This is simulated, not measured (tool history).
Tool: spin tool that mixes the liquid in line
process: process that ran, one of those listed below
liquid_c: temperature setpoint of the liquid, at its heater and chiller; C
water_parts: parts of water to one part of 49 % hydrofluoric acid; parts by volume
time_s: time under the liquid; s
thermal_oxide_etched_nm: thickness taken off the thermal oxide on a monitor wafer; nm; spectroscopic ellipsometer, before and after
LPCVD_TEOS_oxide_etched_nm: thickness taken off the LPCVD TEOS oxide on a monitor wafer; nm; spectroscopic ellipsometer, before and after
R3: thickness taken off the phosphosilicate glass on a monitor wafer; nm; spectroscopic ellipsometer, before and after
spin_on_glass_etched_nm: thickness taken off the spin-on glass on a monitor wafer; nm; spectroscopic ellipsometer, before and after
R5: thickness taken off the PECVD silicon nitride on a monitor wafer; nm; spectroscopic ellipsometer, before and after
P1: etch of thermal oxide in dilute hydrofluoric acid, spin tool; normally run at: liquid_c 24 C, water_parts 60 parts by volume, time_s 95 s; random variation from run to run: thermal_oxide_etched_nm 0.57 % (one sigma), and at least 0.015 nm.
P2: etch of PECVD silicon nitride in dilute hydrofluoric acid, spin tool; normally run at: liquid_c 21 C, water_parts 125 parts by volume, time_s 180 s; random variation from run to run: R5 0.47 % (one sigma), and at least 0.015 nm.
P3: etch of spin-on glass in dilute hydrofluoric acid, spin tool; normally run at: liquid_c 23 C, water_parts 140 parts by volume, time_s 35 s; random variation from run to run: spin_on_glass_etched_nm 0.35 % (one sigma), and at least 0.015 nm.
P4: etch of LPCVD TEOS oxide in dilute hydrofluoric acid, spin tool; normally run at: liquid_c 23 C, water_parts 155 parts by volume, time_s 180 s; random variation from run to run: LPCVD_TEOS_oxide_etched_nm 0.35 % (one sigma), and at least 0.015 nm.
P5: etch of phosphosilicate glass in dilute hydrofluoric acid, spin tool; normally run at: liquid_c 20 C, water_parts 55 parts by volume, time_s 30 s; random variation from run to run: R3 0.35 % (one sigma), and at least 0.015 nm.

{"run": 1, "hour": 6.6, "process": "P1", "liquid_c": 24, "water_parts": 60, "time_s": 95, "thermal_oxide_etched_nm": 8.2283}
{"run": 2, "hour": 11.7, "process": "P1", "liquid_c": 31, "water_parts": 60, "time_s": 45, "thermal_oxide_etched_nm": 5.167}
{"run": 3, "hour": 18.9, "process": "P4", "liquid_c": 23, "water_parts": 155, "time_s": 285, "LPCVD_TEOS_oxide_etched_nm": 38.027}
{"run": 4, "hour": 27.8, "process": "P4", "liquid_c": 23, "water_parts": 35, "time_s": 180, "LPCVD_TEOS_oxide_etched_nm": 123.66}
{"run": 5, "hour": 34.3, "process": "P4", "liquid_c": 17, "water_parts": 155, "time_s": 180, "LPCVD_TEOS_oxide_etched_nm": 18.936}
{"run": 6, "hour": 39.0, "process": "P4", "liquid_c": 23, "water_parts": 155, "time_s": 180, "LPCVD_TEOS_oxide_etched_nm": 24.018}
{"run": 7, "hour": 44.6, "process": "P1", "liquid_c": 24, "water_parts": 60, "time_s": 95, "thermal_oxide_etched_nm": 8.1877}
{"run": 8, "hour": 48.8, "process": "P5", "liquid_c": 20, "water_parts": 55, "time_s": 15, "R3": 27.528}
{"run": 9, "hour": 54.3, "process": "P3", "liquid_c": 23, "water_parts": 245, "time_s": 35, "spin_on_glass_etched_nm": 4.8625}
{"run": 10, "hour": 62.3, "process": "P2", "liquid_c": 21, "water_parts": 220, "time_s": 180, "R5": 3.0547}
{"run": 11, "hour": 70.2, "process": "P1", "liquid_c": 24, "water_parts": 85, "time_s": 95, "thermal_oxide_etched_nm": 5.6389}
{"run": 12, "hour": 76.4, "process": "P2", "liquid_c": 21, "water_parts": 125, "time_s": 180, "R5": 5.3142}
{"run": 13, "hour": 85.6, "process": "P3", "liquid_c": 23, "water_parts": 140, "time_s": 35, "spin_on_glass_etched_nm": 9.4372}
{"run": 14, "hour": 93.5, "process": "P2", "liquid_c": 17, "water_parts": 125, "time_s": 180, "R5": 4.0382}
{"run": 15, "hour": 102.1, "process": "P1", "liquid_c": 24, "water_parts": 60, "time_s": 95, "thermal_oxide_etched_nm": 8.194}
{"run": 16, "hour": 110.8, "process": "P5", "liquid_c": 20, "water_parts": 20, "time_s": 30, "R3": 158.84}
{"run": 17, "hour": 115.0, "process": "P5", "liquid_c": 20, "water_parts": 55, "time_s": 30, "R3": 55.172}
{"run": 18, "hour": 120.7, "process": "P1", "liquid_c": 24, "water_parts": 60, "time_s": 15, "thermal_oxide_etched_nm": 1.2841}
{"run": 19, "hour": 126.0, "process": "P5", "liquid_c": 28, "water_parts": 55, "time_s": 30, "R3": 76.658}
{"run": 20, "hour": 133.9, "process": "P2", "liquid_c": 21, "water_parts": 125, "time_s": 15, "R5": 0.41923}
{"run": 21, "hour": 138.6, "process": "P1", "liquid_c": 24, "water_parts": 60, "time_s": 180, "thermal_oxide_etched_nm": 15.652}
{"run": 22, "hour": 143.1, "process": "P1", "liquid_c": 32, "water_parts": 60, "time_s": 95, "thermal_oxide_etched_nm": 11.289}
{"run": 23, "hour": 151.1, "process": "P1", "liquid_c": 24, "water_parts": 60, "time_s": 95, "thermal_oxide_etched_nm": 8.2535}

Run 24 comes next. What will it give?
{"run": 24, "hour": 156.4, "process": "P3", "liquid_c": 17, "water_parts": 140, "time_s": 35, "spin_on_glass_etched_nm": "?"}

Run 24 gave spin_on_glass_etched_nm 7.4439 nm.
